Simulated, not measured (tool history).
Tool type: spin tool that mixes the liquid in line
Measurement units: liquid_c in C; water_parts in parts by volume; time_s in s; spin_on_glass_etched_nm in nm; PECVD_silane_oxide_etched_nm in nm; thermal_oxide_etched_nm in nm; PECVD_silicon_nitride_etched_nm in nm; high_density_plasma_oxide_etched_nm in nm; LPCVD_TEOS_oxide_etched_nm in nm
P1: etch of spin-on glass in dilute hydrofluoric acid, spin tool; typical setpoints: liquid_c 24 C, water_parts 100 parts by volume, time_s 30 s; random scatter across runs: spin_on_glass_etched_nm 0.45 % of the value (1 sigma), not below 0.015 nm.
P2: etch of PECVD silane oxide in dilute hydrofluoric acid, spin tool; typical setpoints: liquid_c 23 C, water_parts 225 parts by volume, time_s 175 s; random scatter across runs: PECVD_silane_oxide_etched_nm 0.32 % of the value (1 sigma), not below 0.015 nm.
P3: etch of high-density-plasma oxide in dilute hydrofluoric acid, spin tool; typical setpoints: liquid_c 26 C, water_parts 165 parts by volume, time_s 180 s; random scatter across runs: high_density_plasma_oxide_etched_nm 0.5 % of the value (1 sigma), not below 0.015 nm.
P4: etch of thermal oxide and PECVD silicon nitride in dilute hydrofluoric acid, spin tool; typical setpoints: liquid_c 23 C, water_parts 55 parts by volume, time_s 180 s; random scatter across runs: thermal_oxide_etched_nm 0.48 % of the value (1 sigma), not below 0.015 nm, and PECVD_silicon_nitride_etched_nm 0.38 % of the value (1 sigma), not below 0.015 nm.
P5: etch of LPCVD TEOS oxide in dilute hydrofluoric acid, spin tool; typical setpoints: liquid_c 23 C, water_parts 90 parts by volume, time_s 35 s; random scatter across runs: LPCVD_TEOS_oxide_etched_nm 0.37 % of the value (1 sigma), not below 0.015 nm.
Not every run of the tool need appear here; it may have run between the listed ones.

run   hour  process  liquid_c  water_parts  time_s  hours since the thermometer was replaced  hours since the hydrofluoric acid flow meter was replaced  spin_on_glass_etched_nm  PECVD_silane_oxide_etched_nm  thermal_oxide_etched_nm  PECVD_silicon_nitride_etched_nm  high_density_plasma_oxide_etched_nm  LPCVD_TEOS_oxide_etched_nm
  1   15.4       P1        24          100      30                                     991.9                                                      618.6                   15.155
  2   31.6       P2        23          225     175                                    1008.1                                                      634.8                                                 26.884
  3     42       P1        20          100      30                                    1018.5                                                      645.2                   12.919
  4   52.7       P4        23           80     180                                    1029.2                                                      655.9                                                                           11.03                           3.9364
  5   61.2       P1        24          100      30                                    1037.7                                                      664.4                   15.101
  6   70.4       P1        24          100      30                                    1046.9                                                      673.6                   15.203
  7   83.8       P1        24          100      30                                    1060.3                                                        687                   15.018
  8   99.1       P4      28.5           55     180                                    1075.6                                                      702.3                                                                          20.475                           8.1885
  9  107.9       P3        26          165      40                                    1084.4                                                      711.1                                                                                                                                                1.2891
 10  116.1       P4        23           55     180                                    1092.6                                                      719.3                                                                          16.373                            5.683
 11  125.9       P1        24           55      30                                    1102.4                                                      729.1                   29.286
 12  140.9       P5        23           25      35                                    1117.4                                                      744.1                                                                                                                                                                            45.767
 13  156.8       P4        23           55     180                                    1133.3                                                        760                                                                          16.492                           5.6349
 14  171.8       P3        26          165     180                                    1148.3                                                        775                                                                                                                                                5.7883
 15  182.8       P5        23           90      65                                    1159.3                                                        786                                                                                                                                                                             21.78
 16  194.1       P3        26           70     180                                    1170.6                                                      797.3                                                                                                                                                15.435
 17  203.8       P2        17          225     175                                    1180.3                                                        807                                                 21.219
 18  212.8       P5        23           90      35                                    1189.3                                                        816                                                                                                                                                                            11.786
 19  229.3       P1        29          100      30                                    1205.8                                                      832.5                   18.434
 20  244.1       P1        24          100      30                                    1220.6                                                      847.3                    15.17
 21  257.9       P1      28.5          100      15                                    1234.4                                                      861.1                   8.9278
 22  267.8       P3      18.5          165     180                                    1244.3                                                        871                                                                                                                                                4.3407
 23  279.8       P5        17           90      35                                    1256.3                                                        883                                                                                                                                                                            9.0897
 24  290.6       P1        24          180      30                                    1267.1                                                      893.8                   7.6623
 25  301.2       P1        24          100      30                                    1277.7                                                      904.4                   15.132
 26  317.8       P2        23           70     175                                    1294.3                                                        921                                                 102.16
 27  328.4       P4        23           55      60                                    1304.9                                                      931.6                                                                          5.4715                           1.8973
 28  336.1       P3        26          165     180                                    1312.6                                                      939.3                                                                                                                                                5.8827
 29  352.4       P1        24          100      50                                    1328.9                                                      955.6                   25.282
 30    369       P1        24          100      15                                    1345.5                                                      972.2                   7.5635
 31  382.8       P1        24          100      30                                    1359.3                                                        986                   15.195
 32  398.7       P2        23          225      20                                    1375.2                                                     1001.9                                                 3.0531
 33  412.4       P5        23           90      35                                    1388.9                                                     1015.6                                                                                                                                                                            11.651
 34  423.9       P1        24          100      30                                    1400.4                                                     1027.1                    15.13
 35  433.6       P1        24          100      30                                    1410.1                                                     1036.8                   15.539
 36  448.7       P1        24          100      30                                    1425.2                                                     1051.9                   15.914
 37  461.5       P1        24          100      30                                      1438                                                     1064.7                   15.948
 38  469.8       P1        24          100      30                                    1446.3                                                       1073                   15.953
 39  477.3       P1        24          100      30                                    1453.8                                                     1080.5                   16.249
 40  489.8       P1        24          100      30                                    1466.3                                                       1093                   16.055
 41  504.8       P1        24          100      30                                    1481.3                                                       1108                   16.106
 42  512.7       P1        24          100      30                                    1489.2                                                     1115.9                   16.088

What P1 gives has crept away from where it was. These 2 causes fit the log equally well, each at the size given:
A: hydrofluoric acid flow above the setpoint (%) = 5.85
B: liquid hotter than its thermometer reads (K) = 1.62
Onset of the creep was near hour 423.9.

Of the 4 check runs listed below, each run on one wafer and each result written as a question mark, which would let you distinguish the listed causes because they would give clearly different results?
check 1  520.6       P4      26.5           55      85                                                                                                                                                                                    ?                                ?
check 2  520.6       P3        26          110      50                                                                                                                                                                                                                                                          ?
check 3  520.6       P5        17           90      50                                                                                                                                                                                                                                                                                      ?
check 4  520.6       P2        23          110      55                                                                                                                                                           ?

Predicted outcomes, by check and by cause:
  check                               result    if A    if B
check 1              thermal_oxide_etched_nm  9.5612  9.5951
check 1      PECVD_silicon_nitride_etched_nm  3.5805  3.7654
check 2  high_density_plasma_oxide_etched_nm   2.767  2.7599
check 3           LPCVD_TEOS_oxide_etched_nm  13.922  14.009
check 4         PECVD_silane_oxide_etched_nm  20.772  20.767
Smallest distance between any two causes, each pair judged by its most separating result, in per cent: check 1 5.03 %; check 2 0.25 %; check 3 0.62 %; check 4 0.02 %
Check 1 is the one run that separates the causes; every other check would come out nearly the same whichever cause is at work.

With check 1 done, the readings were: thermal_oxide_etched_nm 9.5167 nm; PECVD_silicon_nitride_etched_nm 3.5718 nm. Identify which of the listed causes applies.

It is A: hydrofluoric acid flow above the setpoint (%).

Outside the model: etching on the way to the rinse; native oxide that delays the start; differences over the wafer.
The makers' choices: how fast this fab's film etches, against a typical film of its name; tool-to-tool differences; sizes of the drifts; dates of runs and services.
